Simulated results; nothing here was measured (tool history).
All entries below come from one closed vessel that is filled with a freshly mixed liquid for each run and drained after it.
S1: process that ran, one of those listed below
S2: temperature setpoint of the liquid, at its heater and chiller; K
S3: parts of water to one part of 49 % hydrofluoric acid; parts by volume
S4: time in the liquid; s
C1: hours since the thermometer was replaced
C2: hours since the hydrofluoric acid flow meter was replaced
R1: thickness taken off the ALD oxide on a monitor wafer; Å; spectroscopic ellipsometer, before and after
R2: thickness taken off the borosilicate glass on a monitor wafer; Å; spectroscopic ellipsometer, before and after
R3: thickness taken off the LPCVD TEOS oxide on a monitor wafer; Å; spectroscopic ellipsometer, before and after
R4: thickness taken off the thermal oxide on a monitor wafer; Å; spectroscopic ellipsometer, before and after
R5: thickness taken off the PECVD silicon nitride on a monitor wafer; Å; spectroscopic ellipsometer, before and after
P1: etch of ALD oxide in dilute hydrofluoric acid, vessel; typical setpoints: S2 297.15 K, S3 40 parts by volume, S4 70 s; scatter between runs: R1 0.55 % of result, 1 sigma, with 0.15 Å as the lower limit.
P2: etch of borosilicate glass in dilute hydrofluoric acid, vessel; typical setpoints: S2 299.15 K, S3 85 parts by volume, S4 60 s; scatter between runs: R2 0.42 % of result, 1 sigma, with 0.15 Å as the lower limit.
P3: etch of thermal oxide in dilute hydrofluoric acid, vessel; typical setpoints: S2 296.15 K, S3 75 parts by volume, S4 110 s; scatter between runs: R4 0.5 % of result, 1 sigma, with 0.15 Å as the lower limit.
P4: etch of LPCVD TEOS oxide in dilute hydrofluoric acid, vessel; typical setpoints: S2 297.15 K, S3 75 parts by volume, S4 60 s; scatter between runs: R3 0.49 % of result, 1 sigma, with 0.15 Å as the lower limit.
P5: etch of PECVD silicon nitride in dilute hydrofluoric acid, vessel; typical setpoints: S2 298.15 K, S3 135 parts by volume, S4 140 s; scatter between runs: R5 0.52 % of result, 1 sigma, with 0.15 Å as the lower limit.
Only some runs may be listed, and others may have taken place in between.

run,hour,S1,S2,S3,S4,C1,C2,R1,R2,R3,R4,R5
1,6.1,P1,297.15,40,70,1325.1,462.3,297.01,,,,
2,9.8,P2,299.15,85,30,1328.8,466,,165.69,,,
3,15.6,P4,297.15,75,60,1334.6,471.8,,,136.99,,
# hour 19.3: hydrofluoric acid flow meter replaced
4,19.9,P2,299.15,85,60,1338.9,0.6,,331.47,,,
5,25.7,P3,296.15,75,110,1344.7,6.4,,,,70.189,
6,31.1,P4,290.65,75,60,1350.1,11.8,,,105.19,,
7,35,P1,297.15,40,70,1354,15.7,299.07,,,,
8,41.6,P5,298.15,200,140,1360.6,22.3,,,,,36.478
9,45.5,P1,297.15,40,70,1364.5,26.2,300.95,,,,
10,49,P1,297.15,20,70,1368,29.7,614.46,,,,
11,55.7,P5,298.15,135,140,1374.7,36.4,,,,,54.037
12,61.1,P1,297.15,40,30,1380.1,41.8,127.63,,,,
13,66.2,P1,304.15,40,70,1385.2,46.9,394.06,,,,
14,73.1,P1,297.15,60,70,1392.1,53.8,192.93,,,,
15,76.4,P4,297.15,35,60,1395.4,57.1,,,314.45,,
16,80.8,P3,292.15,75,110,1399.8,61.5,,,,59.291,
17,87.7,P1,297.15,40,110,1406.7,68.4,468.1,,,,
18,93.5,P1,292.15,40,70,1412.5,74.2,242.14,,,,
19,97.8,P4,297.15,75,115,1416.8,78.5,,,266.28,,
20,101.1,P3,296.15,20,110,1420.1,81.8,,,,281.12,
21,104.7,P3,296.15,75,45,1423.7,85.4,,,,28.614,
22,111.5,P2,304.65,85,60,1430.5,92.2,,409.3,,,
23,118.2,P2,299.15,25,60,1437.2,98.9,,1229.2,,,
24,123.8,P1,297.15,40,70,1442.8,104.5,298.3,,,,
25,127.3,P5,298.15,135,270,1446.3,108,,,,,104.6
26,131.7,P3,296.15,75,110,1450.7,112.4,,,,70.257,
27,135.6,P5,298.15,135,140,1454.6,116.3,,,,,54.335
28,140.4,P1,290.15,55,70,1459.4,121.1,158.96,,,,
29,144.3,P1,297.15,40,70,1463.3,125,298.5,,,,
30,150.1,P2,299.15,85,60,1469.1,130.8,,332.5,,,
31,154.7,P5,304.15,135,140,1473.7,135.4,,,,,78.708
32,159.8,P1,297.15,40,70,1478.8,140.5,301.09,,,,
33,167.1,P1,297.15,40,70,1486.1,147.8,298.47,,,,
34,171.1,P1,297.15,40,70,1490.1,151.8,311.39,,,,
35,176.2,P1,297.15,40,70,1495.2,156.9,320.24,,,,
36,180,P1,297.15,40,70,1499,160.7,327.49,,,,
37,184,P1,297.15,40,70,1503,164.7,327.8,,,,
38,187.5,P1,297.15,40,70,1506.5,168.2,322.9,,,,
39,194.4,P1,297.15,40,70,1513.4,175.1,329.01,,,,

Compared with where it was, what P1 gives has crept away. Each cause listed below fits the log as well as the rest, at the size given for it:
A: liquid hotter than its thermometer reads (K) = 2.29
B: hydrofluoric acid flow above the setpoint (%) = 9.33
At approximately hour 167.1, the process output began to creep.

4 check runs are offered, one wafer each, their results left as question marks. Which one tells the causes apart?
check 1,201.3,P2,299.15,85,60,,,,?,,,
check 2,201.3,P4,297.15,75,60,,,,,?,,
check 3,201.3,P3,296.15,75,110,,,,,,?,
check 4,201.3,P5,298.15,135,140,,,,,,,?

If the cause were each of the candidates in turn, the checks would give the following:
check,result,if A,if B
check 1,R2,362.05,365.52
check 2,R3,151.66,152.56
check 3,R4,76.496,76.871
check 4,R5,62.679,59.18
Separation of the two closest causes in each check, using whichever result separates them best: check 1 0.95 %; check 2 0.59 %; check 3 0.49 %; check 4 5.74 %
Check 4 distinguishes between the causes, while the remaining checks would return nearly the same result for all of them.

Check 4 has now been run. It gave: R5 62.671 Å. Which of the candidate causes is it?

Of the candidate causes, it is A: liquid hotter than its thermometer reads (K).

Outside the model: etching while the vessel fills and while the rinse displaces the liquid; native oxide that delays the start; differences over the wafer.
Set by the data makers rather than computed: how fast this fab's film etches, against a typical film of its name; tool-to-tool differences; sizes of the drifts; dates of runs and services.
